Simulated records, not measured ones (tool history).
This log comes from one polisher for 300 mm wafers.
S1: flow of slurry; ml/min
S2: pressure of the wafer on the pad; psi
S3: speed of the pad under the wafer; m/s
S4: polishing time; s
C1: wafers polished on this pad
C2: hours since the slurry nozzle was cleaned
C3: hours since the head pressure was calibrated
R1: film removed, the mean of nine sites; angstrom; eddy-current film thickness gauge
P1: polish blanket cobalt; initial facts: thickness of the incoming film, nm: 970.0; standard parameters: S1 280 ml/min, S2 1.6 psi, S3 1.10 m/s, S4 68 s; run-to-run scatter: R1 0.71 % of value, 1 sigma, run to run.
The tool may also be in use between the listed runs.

Run 1, hour 14.5: S1 280 ml/min, S2 1.6 psi, S3 1.10 m/s, S4 68 s; C1 255; C2 194.0; C3 299.7. Result: R1 3593.1 angstrom.
Run 2, hour 24.4: S1 280 ml/min, S2 1.6 psi, S3 1.10 m/s, S4 105 s; C1 325; C2 203.9; C3 309.6. Result: R1 5576.9 angstrom.
Run 3, hour 39.6: S1 210 ml/min, S2 1.6 psi, S3 1.68 m/s, S4 68 s; C1 433; C2 219.1; C3 324.8. Result: R1 5240.3 angstrom.
Run 4, hour 52.7: S1 280 ml/min, S2 1.6 psi, S3 1.10 m/s, S4 36 s; C1 527; C2 232.2; C3 337.9. Result: R1 1901.5 angstrom.
Run 5, hour 60.2: S1 280 ml/min, S2 2.5 psi, S3 1.10 m/s, S4 68 s; C1 580; C2 239.7; C3 345.4. Result: R1 5621.4 angstrom.
Run 6, hour 73.6: S1 280 ml/min, S2 1.6 psi, S3 1.10 m/s, S4 68 s; C1 675; C2 253.1; C3 358.8. Result: R1 3624.4 angstrom.
Run 7, hour 84.0: S1 280 ml/min, S2 1.6 psi, S3 1.68 m/s, S4 68 s; C1 749; C2 263.5; C3 369.2. Result: R1 5461.5 angstrom.
Run 8, hour 92.5: S1 280 ml/min, S2 1.6 psi, S3 1.10 m/s, S4 68 s; C1 810; C2 272.0; C3 377.7. Result: R1 3597.1 angstrom.
Run 9, hour 104.1: S1 280 ml/min, S2 1.6 psi, S3 1.10 m/s, S4 68 s; C1 892; C2 283.6; C3 389.3. Result: R1 3579.9 angstrom.
Run 10, hour 118.5: S1 280 ml/min, S2 0.8 psi, S3 1.10 m/s, S4 68 s; C1 994; C2 298.0; C3 403.7. Result: R1 1791.3 angstrom.
Run 11, hour 126.3: S1 280 ml/min, S2 1.6 psi, S3 1.10 m/s, S4 68 s; C1 1050; C2 305.8; C3 411.5. Result: R1 3529.6 angstrom.
At hour 128.7: worn pad replaced by a new one.
Run 12, hour 134.2: S1 280 ml/min, S2 1.6 psi, S3 1.10 m/s, S4 68 s; C1 39; C2 313.7; C3 419.4. Result: R1 3579.8 angstrom.
Run 13, hour 150.1: S1 170 ml/min, S2 1.6 psi, S3 1.10 m/s, S4 68 s; C1 152; C2 329.6; C3 435.3. Result: R1 3352.6 angstrom.
Run 14, hour 160.7: S1 170 ml/min, S2 1.6 psi, S3 1.10 m/s, S4 85 s; C1 228; C2 340.2; C3 445.9. Result: R1 4277.4 angstrom.
Run 15, hour 172.0: S1 280 ml/min, S2 1.6 psi, S3 0.50 m/s, S4 68 s; C1 308; C2 351.5; C3 457.2. Result: R1 1617.9 angstrom.
Run 16, hour 179.0: S1 280 ml/min, S2 1.6 psi, S3 1.10 m/s, S4 68 s; C1 358; C2 358.5; C3 464.2. Result: R1 3562.4 angstrom.
Run 17, hour 192.2: S1 440 ml/min, S2 1.6 psi, S3 1.10 m/s, S4 68 s; C1 452; C2 371.7; C3 477.4. Result: R1 3734.1 angstrom.
Run 18, hour 200.8: S1 280 ml/min, S2 1.6 psi, S3 1.10 m/s, S4 68 s; C1 513; C2 380.3; C3 486.0. Result: R1 3569.5 angstrom.
Run 19, hour 215.9: S1 280 ml/min, S2 1.6 psi, S3 1.10 m/s, S4 68 s; C1 620; C2 395.4; C3 501.1. Result: R1 3500.7 angstrom.
Run 20, hour 224.7: S1 280 ml/min, S2 1.6 psi, S3 1.10 m/s, S4 68 s; C1 683; C2 404.2; C3 509.9. Result: R1 3493.2 angstrom.
At hour 232.1: worn pad replaced by a new one.
Run 21, hour 237.4: S1 280 ml/min, S2 1.6 psi, S3 1.10 m/s, S4 68 s; C1 38; C2 416.9; C3 522.6. Result: R1 3457.3 angstrom.
Run 22, hour 253.1: S1 280 ml/min, S2 1.6 psi, S3 1.10 m/s, S4 68 s; C1 149; C2 432.6; C3 538.3. Result: R1 3448.0 angstrom.
Run 23, hour 262.0: S1 280 ml/min, S2 1.6 psi, S3 1.10 m/s, S4 68 s; C1 213; C2 441.5; C3 547.2. Result: R1 3456.5 angstrom.

Forecast run 24:
Run 24, hour 271.4: S1 280 ml/min, S2 1.6 psi, S3 1.10 m/s, S4 68 s; C1 279; C2 450.9; C3 556.6. Result: R1 ?.

R1: 3430.3 angstrom
